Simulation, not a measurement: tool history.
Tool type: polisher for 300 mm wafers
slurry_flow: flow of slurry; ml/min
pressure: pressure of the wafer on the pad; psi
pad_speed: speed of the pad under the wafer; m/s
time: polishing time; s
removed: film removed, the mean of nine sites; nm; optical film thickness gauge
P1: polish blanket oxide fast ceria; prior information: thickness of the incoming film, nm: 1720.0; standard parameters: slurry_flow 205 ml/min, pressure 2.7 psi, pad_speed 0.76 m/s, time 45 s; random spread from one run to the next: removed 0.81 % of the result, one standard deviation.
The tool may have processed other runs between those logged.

run	day	slurry_flow	pressure	pad_speed	time	wafers polished on this pad	hours since the slurry nozzle was cleaned	hours since the head pressure was calibrated	removed
1	0.646	205	2.7	0.76	45	948	343.3	290.3	596.76
2	1.058	205	2.7	0.76	45	1046	353.2	300.2	604.67
3	1.583	205	2.7	0.76	45	1171	365.8	312.8	598.09
4	1.971	205	2.7	0.76	61	1263	375.1	322.1	819.51
5	2.325	310	2.7	0.76	45	1347	383.6	330.6	621.33
6	2.950	205	2.7	0.76	45	1496	398.6	345.6	598.79
7	3.462	205	2.7	1.04	23	1618	410.9	357.9	415.80
8	4.108	205	2.7	0.50	45	1771	426.4	373.4	392.97
9	4.638	205	2.7	1.06	45	1897	439.1	386.1	833.91
10	5.221	205	4.1	0.76	45	2036	453.1	400.1	909.82
11	5.517	125	2.7	0.76	45	2106	460.2	407.2	556.72
12	6.088	205	1.3	0.76	45	2242	473.9	420.9	287.65
13	6.554	205	2.7	0.76	45	2353	485.1	432.1	595.65
14	7.133	205	2.7	0.76	20	2491	499.0	446.0	265.77
15	7.517	205	2.7	0.76	45	2582	508.2	455.2	601.96
16	7.896	205	2.7	0.76	45	2672	517.3	464.3	592.23
17	8.379	205	2.7	0.76	45	2787	528.9	475.9	579.42
18	8.779	205	2.7	0.76	45	2882	538.5	485.5	571.17
19	9.350	205	2.7	0.76	45	3018	552.2	499.2	561.72
20	9.654	205	2.7	0.76	45	3090	559.5	506.5	563.30
# day 9.842: worn pad replaced by a new one
21	10.317	205	2.7	0.76	45	113	575.4	522.4	551.58
22	10.742	205	2.7	0.76	45	214	585.6	532.6	550.97
23	11.325	205	2.7	0.76	45	353	599.6	546.6	548.62
24	11.662	205	2.7	0.76	45	433	607.7	554.7	564.08
25	12.167	205	2.7	0.76	45	553	619.8	566.8	556.86
26	12.588	205	2.7	0.76	45	653	629.9	576.9	562.44

The output of P1 has drifted from where it used to be. Each of the 2 causes below, taken at the size shown beside it, accounts for the log equally well:
A: head's pressure below its setpoint, % = 7.72
B: slurry flow missing at the pad, % = 38.7
The drift started at roughly day 7.517.
Ruled out, with reasons:
removal rate lost through wear of the pad, %: was serviced at day 9.842, once the creep was under way, yet the earlier output never came back

Of the 4 check runs below, each run on 2 wafers with the results averaged and each result still a question mark, which one would tell the listed causes apart?
check 1	13.008	205	2.7	0.54	45				?
check 2	13.008	205	2.7	0.52	22				?
check 3	13.008	125	2.7	0.76	45				?
check 4	13.008	205	4.0	0.76	31				?

Predicted outcomes, by check and by cause:
check	result	if A	if B
check 1	removed	392.25	392.25
check 2	removed	184.66	184.66
check 3	removed	508.89	486.45
check 4	removed	563.41	563.42
Per-check spread between the two closest causes, in the result where they differ most: check 1 0 %; check 2 0 %; check 3 4.51 %; check 4 0 %
The causes can be told apart only by check 3. The other checks would give nearly the same results under each of them.

Check 3 was then run and gave: removed 491.38 nm. Which cause is it?

It was cause B: slurry flow missing at the pad, %.
